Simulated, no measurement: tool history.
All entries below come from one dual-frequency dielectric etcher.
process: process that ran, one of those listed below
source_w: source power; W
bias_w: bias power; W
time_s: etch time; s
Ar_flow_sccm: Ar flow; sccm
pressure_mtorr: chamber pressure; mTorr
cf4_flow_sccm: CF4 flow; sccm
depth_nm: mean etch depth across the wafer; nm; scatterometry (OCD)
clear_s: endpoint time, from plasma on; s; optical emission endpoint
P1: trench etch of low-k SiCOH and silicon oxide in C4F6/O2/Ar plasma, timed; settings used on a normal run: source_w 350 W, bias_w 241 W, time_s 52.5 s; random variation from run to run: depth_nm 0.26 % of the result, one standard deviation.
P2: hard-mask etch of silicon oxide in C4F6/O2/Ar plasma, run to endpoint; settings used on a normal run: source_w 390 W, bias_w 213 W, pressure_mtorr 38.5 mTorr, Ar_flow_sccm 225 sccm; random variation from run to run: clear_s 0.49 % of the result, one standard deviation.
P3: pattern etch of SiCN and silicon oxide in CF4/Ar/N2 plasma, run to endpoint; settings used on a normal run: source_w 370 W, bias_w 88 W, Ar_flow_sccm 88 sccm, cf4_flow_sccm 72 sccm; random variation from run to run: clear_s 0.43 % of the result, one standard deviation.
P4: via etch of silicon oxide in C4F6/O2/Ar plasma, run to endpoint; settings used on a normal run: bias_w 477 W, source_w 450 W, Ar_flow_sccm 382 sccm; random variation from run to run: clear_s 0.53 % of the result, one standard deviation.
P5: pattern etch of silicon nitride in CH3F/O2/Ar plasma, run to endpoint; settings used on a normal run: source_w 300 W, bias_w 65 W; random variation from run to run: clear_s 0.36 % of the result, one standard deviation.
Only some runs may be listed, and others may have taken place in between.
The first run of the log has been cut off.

run	day	process	source_w	bias_w	time_s	Ar_flow_sccm	pressure_mtorr	cf4_flow_sccm	depth_nm	clear_s
2	0.562	P1	430	241	52.5				195.27	
3	0.917	P4	450	477		382				16.803
4	1.329	P2	390	163		225	38.5			50.484
5	1.679	P2	390	213		314	38.5			47.688
6	2.054	P2	390	213		225	38.5			45.94
7	2.533	P1	220	241	31.5				90.857	
8	2.879	P1	350	241	75.5				261.27	
9	3.133	P3	370	115		88		72		18.939
10	3.412	P1	350	241	33.5				115.02	
11	3.838	P1	350	300	52.5				195.04	
12	4.25	P4	450	661		382				15.071
13	4.612	P1	350	169	52.5				160.78	
14	5.071	P4	340	477		382				18.761
15	5.508	P3	370	88		88		72		20.924
16	5.721	P4	450	477		473				17.327
17	5.946	P5	300	65						56.377
18	6.279	P3	370	88		88		72		21.013
19	6.683	P5	300	65						56.404
20	7.15	P1	270	241	52.5				163.44	
21	7.488	P1	350	241	52.5				180.76	
22	7.9	P1	350	241	52.5				181.14	

Run 23 has not been measured yet. What should we expect?
23	8.288	P3	370	88		88		44		?

clear_s: 22.614 s

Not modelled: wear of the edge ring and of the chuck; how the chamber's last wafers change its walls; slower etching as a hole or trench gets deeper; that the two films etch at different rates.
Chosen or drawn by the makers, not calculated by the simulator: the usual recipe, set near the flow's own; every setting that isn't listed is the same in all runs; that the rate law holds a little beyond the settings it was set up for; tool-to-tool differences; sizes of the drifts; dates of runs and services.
